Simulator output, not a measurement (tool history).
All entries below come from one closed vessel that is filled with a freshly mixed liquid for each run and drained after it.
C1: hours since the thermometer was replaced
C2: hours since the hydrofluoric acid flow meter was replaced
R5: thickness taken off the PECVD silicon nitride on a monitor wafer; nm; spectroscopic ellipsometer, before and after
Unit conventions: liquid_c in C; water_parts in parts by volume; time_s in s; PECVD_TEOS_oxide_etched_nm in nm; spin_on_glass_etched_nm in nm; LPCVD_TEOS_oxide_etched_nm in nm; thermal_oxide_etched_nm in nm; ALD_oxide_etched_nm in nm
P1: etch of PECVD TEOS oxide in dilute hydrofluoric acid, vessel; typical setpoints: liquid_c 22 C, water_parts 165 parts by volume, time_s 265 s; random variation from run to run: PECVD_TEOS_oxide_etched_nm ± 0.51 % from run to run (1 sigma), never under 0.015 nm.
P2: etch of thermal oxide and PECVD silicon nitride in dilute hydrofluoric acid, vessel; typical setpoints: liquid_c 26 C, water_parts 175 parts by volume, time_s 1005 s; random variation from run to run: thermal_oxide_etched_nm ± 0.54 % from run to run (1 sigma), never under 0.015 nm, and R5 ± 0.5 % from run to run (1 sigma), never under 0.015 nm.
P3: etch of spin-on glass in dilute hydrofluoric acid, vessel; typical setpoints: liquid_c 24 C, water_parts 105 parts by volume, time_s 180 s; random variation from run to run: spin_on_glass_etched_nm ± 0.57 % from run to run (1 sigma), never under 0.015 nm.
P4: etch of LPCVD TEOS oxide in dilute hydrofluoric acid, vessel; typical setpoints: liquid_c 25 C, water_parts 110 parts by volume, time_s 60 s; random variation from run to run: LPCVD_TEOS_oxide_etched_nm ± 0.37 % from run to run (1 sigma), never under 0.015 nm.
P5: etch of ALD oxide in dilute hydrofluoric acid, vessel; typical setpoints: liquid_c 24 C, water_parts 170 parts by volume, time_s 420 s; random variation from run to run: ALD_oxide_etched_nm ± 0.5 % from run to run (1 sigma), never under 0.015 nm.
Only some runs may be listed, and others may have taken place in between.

Run 1, hour 6.6: process P1, liquid_c 22 C, water_parts 165 parts by volume, time_s 265 s; C1 622.5; C2 1268.1. Result: PECVD_TEOS_oxide_etched_nm 28.626 nm.
Run 2, hour 10.6: process P3, liquid_c 24 C, water_parts 105 parts by volume, time_s 30 s; C1 626.5; C2 1272.1. Result: spin_on_glass_etched_nm 7.4659 nm.
Run 3, hour 16.7: process P4, liquid_c 25 C, water_parts 110 parts by volume, time_s 60 s; C1 632.6; C2 1278.2. Result: LPCVD_TEOS_oxide_etched_nm 18.281 nm.
Run 4, hour 22: process P4, liquid_c 25 C, water_parts 190 parts by volume, time_s 60 s; C1 637.9; C2 1283.5. Result: LPCVD_TEOS_oxide_etched_nm 9.642 nm.
Run 5, hour 25.7: process P4, liquid_c 29.5 C, water_parts 110 parts by volume, time_s 60 s; C1 641.6; C2 1287.2. Result: LPCVD_TEOS_oxide_etched_nm 21.683 nm.
Run 6, hour 33.6: process P1, liquid_c 22 C, water_parts 165 parts by volume, time_s 265 s; C1 649.5; C2 1295.1. Result: PECVD_TEOS_oxide_etched_nm 28.768 nm.
Run 7, hour 40.4: process P2, liquid_c 26 C, water_parts 175 parts by volume, time_s 1005 s; C1 656.3; C2 1301.9. Result: thermal_oxide_etched_nm 25.755 nm, R5 36.106 nm.
Run 8, hour 45.7: process P5, liquid_c 24 C, water_parts 285 parts by volume, time_s 420 s; C1 661.6; C2 1307.2. Result: ALD_oxide_etched_nm 12.822 nm.
Run 9, hour 50.3: process P2, liquid_c 26 C, water_parts 260 parts by volume, time_s 1005 s; C1 666.2; C2 1311.8. Result: thermal_oxide_etched_nm 15.766 nm, R5 23.969 nm.
Run 10, hour 56: process P1, liquid_c 17 C, water_parts 165 parts by volume, time_s 265 s; C1 671.9; C2 1317.5. Result: PECVD_TEOS_oxide_etched_nm 23.697 nm.
Run 11, hour 60.4: process P1, liquid_c 22 C, water_parts 165 parts by volume, time_s 265 s; C1 676.3; C2 1321.9. Result: PECVD_TEOS_oxide_etched_nm 28.793 nm.
Run 12, hour 67.2: process P1, liquid_c 26 C, water_parts 165 parts by volume, time_s 415 s; C1 683.1; C2 1328.7. Result: PECVD_TEOS_oxide_etched_nm 53.002 nm.
Run 13, hour 72.5: process P1, liquid_c 22 C, water_parts 60 parts by volume, time_s 265 s; C1 688.4; C2 1334. Result: PECVD_TEOS_oxide_etched_nm 89.898 nm.
Run 14, hour 79.5: process P1, liquid_c 27 C, water_parts 165 parts by volume, time_s 130 s; C1 695.4; C2 1341. Result: PECVD_TEOS_oxide_etched_nm 17.003 nm.
Run 15, hour 84.5: process P5, liquid_c 24 C, water_parts 170 parts by volume, time_s 80 s; C1 700.4; C2 1346. Result: ALD_oxide_etched_nm 4.5903 nm.
Run 16, hour 90.3: process P2, liquid_c 21.5 C, water_parts 175 parts by volume, time_s 1005 s; C1 706.2; C2 1351.8. Result: thermal_oxide_etched_nm 21.668 nm, R5 26.929 nm.
Run 17, hour 98.2: process P1, liquid_c 25.5 C, water_parts 165 parts by volume, time_s 265 s; C1 714.1; C2 1359.7. Result: PECVD_TEOS_oxide_etched_nm 33.021 nm.
Run 18, hour 102.3: process P1, liquid_c 22 C, water_parts 165 parts by volume, time_s 265 s; C1 718.2; C2 1363.8. Result: PECVD_TEOS_oxide_etched_nm 28.835 nm.
Run 19, hour 107.8: process P1, liquid_c 22 C, water_parts 165 parts by volume, time_s 265 s; C1 723.7; C2 1369.3. Result: PECVD_TEOS_oxide_etched_nm 28.85 nm.
Run 20, hour 115.3: process P3, liquid_c 24 C, water_parts 30 parts by volume, time_s 180 s; C1 731.2; C2 1376.8. Result: spin_on_glass_etched_nm 172.46 nm.
Run 21, hour 120.5: process P3, liquid_c 24 C, water_parts 105 parts by volume, time_s 180 s; C1 736.4; C2 1382. Result: spin_on_glass_etched_nm 44.758 nm.
Run 22, hour 126.2: process P1, liquid_c 22 C, water_parts 165 parts by volume, time_s 30 s; C1 742.1; C2 1387.7. Result: PECVD_TEOS_oxide_etched_nm 3.2737 nm.
Run 23, hour 130.4: process P5, liquid_c 29 C, water_parts 170 parts by volume, time_s 420 s; C1 746.3; C2 1391.9. Result: ALD_oxide_etched_nm 29.074 nm.
Run 24, hour 134.6: process P3, liquid_c 24 C, water_parts 105 parts by volume, time_s 180 s; C1 750.5; C2 1396.1. Result: spin_on_glass_etched_nm 45.124 nm.
Run 25, hour 142.2: process P3, liquid_c 17 C, water_parts 105 parts by volume, time_s 180 s; C1 758.1; C2 1403.7. Result: spin_on_glass_etched_nm 33.661 nm.
Run 26, hour 149.1: process P2, liquid_c 26 C, water_parts 175 parts by volume, time_s 1520 s; C1 765; C2 1410.6. Result: thermal_oxide_etched_nm 39.24 nm, R5 54.041 nm.
Run 27, hour 156.1: process P1, liquid_c 22 C, water_parts 165 parts by volume, time_s 265 s; C1 772; C2 1417.6. Result: PECVD_TEOS_oxide_etched_nm 28.858 nm.
Run 28, hour 163: process P5, liquid_c 24 C, water_parts 170 parts by volume, time_s 420 s; C1 778.9; C2 1424.5. Result: ALD_oxide_etched_nm 24.016 nm.
Run 29, hour 168.4: process P1, liquid_c 22 C, water_parts 165 parts by volume, time_s 400 s; C1 784.3; C2 1429.9. Result: PECVD_TEOS_oxide_etched_nm 43.412 nm.
Run 30, hour 175.1: process P1, liquid_c 22 C, water_parts 285 parts by volume, time_s 450 s; C1 791; C2 1436.6. Result: PECVD_TEOS_oxide_etched_nm 25.123 nm.
Run 31, hour 182.7: process P1, liquid_c 22 C, water_parts 290 parts by volume, time_s 265 s; C1 798.6; C2 1444.2. Result: PECVD_TEOS_oxide_etched_nm 14.531 nm.
Run 32, hour 188: process P4, liquid_c 25 C, water_parts 110 parts by volume, time_s 105 s; C1 803.9; C2 1449.5. Result: LPCVD_TEOS_oxide_etched_nm 31.783 nm.
Run 33, hour 191.6: process P1, liquid_c 22 C, water_parts 165 parts by volume, time_s 265 s; C1 807.5; C2 1453.1. Result: PECVD_TEOS_oxide_etched_nm 28.473 nm.
Run 34, hour 198.9: process P1, liquid_c 22 C, water_parts 165 parts by volume, time_s 265 s; C1 814.8; C2 1460.4. Result: PECVD_TEOS_oxide_etched_nm 28.287 nm.
Run 35, hour 205.2: process P1, liquid_c 22 C, water_parts 165 parts by volume, time_s 265 s; C1 821.1; C2 1466.7. Result: PECVD_TEOS_oxide_etched_nm 27.611 nm.
Run 36, hour 210.3: process P1, liquid_c 22 C, water_parts 165 parts by volume, time_s 265 s; C1 826.2; C2 1471.8. Result: PECVD_TEOS_oxide_etched_nm 27.515 nm.
Run 37, hour 217.5: process P1, liquid_c 22 C, water_parts 165 parts by volume, time_s 265 s; C1 833.4; C2 1479. Result: PECVD_TEOS_oxide_etched_nm 27.217 nm.
Run 38, hour 225.3: process P1, liquid_c 22 C, water_parts 165 parts by volume, time_s 265 s; C1 841.2; C2 1486.8. Result: PECVD_TEOS_oxide_etched_nm 26.957 nm.
Run 39, hour 231.9: process P1, liquid_c 22 C, water_parts 165 parts by volume, time_s 265 s; C1 847.8; C2 1493.4. Result: PECVD_TEOS_oxide_etched_nm 26.963 nm.
Run 40, hour 239.6: process P1, liquid_c 22 C, water_parts 165 parts by volume, time_s 265 s; C1 855.5; C2 1501.1. Result: PECVD_TEOS_oxide_etched_nm 26.735 nm.
Run 41, hour 243.8: process P1, liquid_c 22 C, water_parts 165 parts by volume, time_s 265 s; C1 859.7; C2 1505.3. Result: PECVD_TEOS_oxide_etched_nm 26.987 nm.
Run 42, hour 249.1: process P1, liquid_c 22 C, water_parts 165 parts by volume, time_s 265 s; C1 865; C2 1510.6. Result: PECVD_TEOS_oxide_etched_nm 27.036 nm.
Run 43, hour 254.5: process P1, liquid_c 22 C, water_parts 165 parts by volume, time_s 265 s; C1 870.4; C2 1516. Result: PECVD_TEOS_oxide_etched_nm 26.685 nm.

The output of P1 has drifted from where it used to be. Each of the 2 causes below, taken at the size shown beside it, accounts for the log equally well:
A: liquid colder than its thermometer reads (K) = 1.81
B: hydrofluoric acid flow below the setpoint (%) = 5.79
The creep began at about hour 191.6.

4 check runs are offered, one wafer each, their results left as question marks. Which one tells the causes apart?
Run check 1, hour 259.9: process P4, liquid_c 25 C, water_parts 110 parts by volume, time_s 60 s. Result: LPCVD_TEOS_oxide_etched_nm ?.
Run check 2, hour 259.9: process P3, liquid_c 24 C, water_parts 105 parts by volume, time_s 180 s. Result: spin_on_glass_etched_nm ?.
Run check 3, hour 259.9: process P5, liquid_c 24 C, water_parts 170 parts by volume, time_s 420 s. Result: ALD_oxide_etched_nm ?.
Run check 4, hour 259.9: process P2, liquid_c 26 C, water_parts 175 parts by volume, time_s 1005 s. Result: thermal_oxide_etched_nm ?, R5 ?.

If the cause were each of the candidates in turn, the checks would give the following:
  check                      result    if A    if B
check 1  LPCVD_TEOS_oxide_etched_nm  16.942  16.996
check 2     spin_on_glass_etched_nm  41.845  42.038
check 3         ALD_oxide_etched_nm  22.581  22.528
check 4     thermal_oxide_etched_nm  24.136   24.02
check 4                          R5  31.996    33.8
Smallest distance between any two causes, each pair judged by its most separating result, in per cent: check 1 0.32 %; check 2 0.46 %; check 3 0.23 %; check 4 5.48 %
Check 4 tells the causes apart: in the others they would give nearly the same result.

Check 4 was then run and gave: thermal_oxide_etched_nm 24.291 nm; R5 33.664 nm. Which cause is it?

It is B: hydrofluoric acid flow below the setpoint (%).
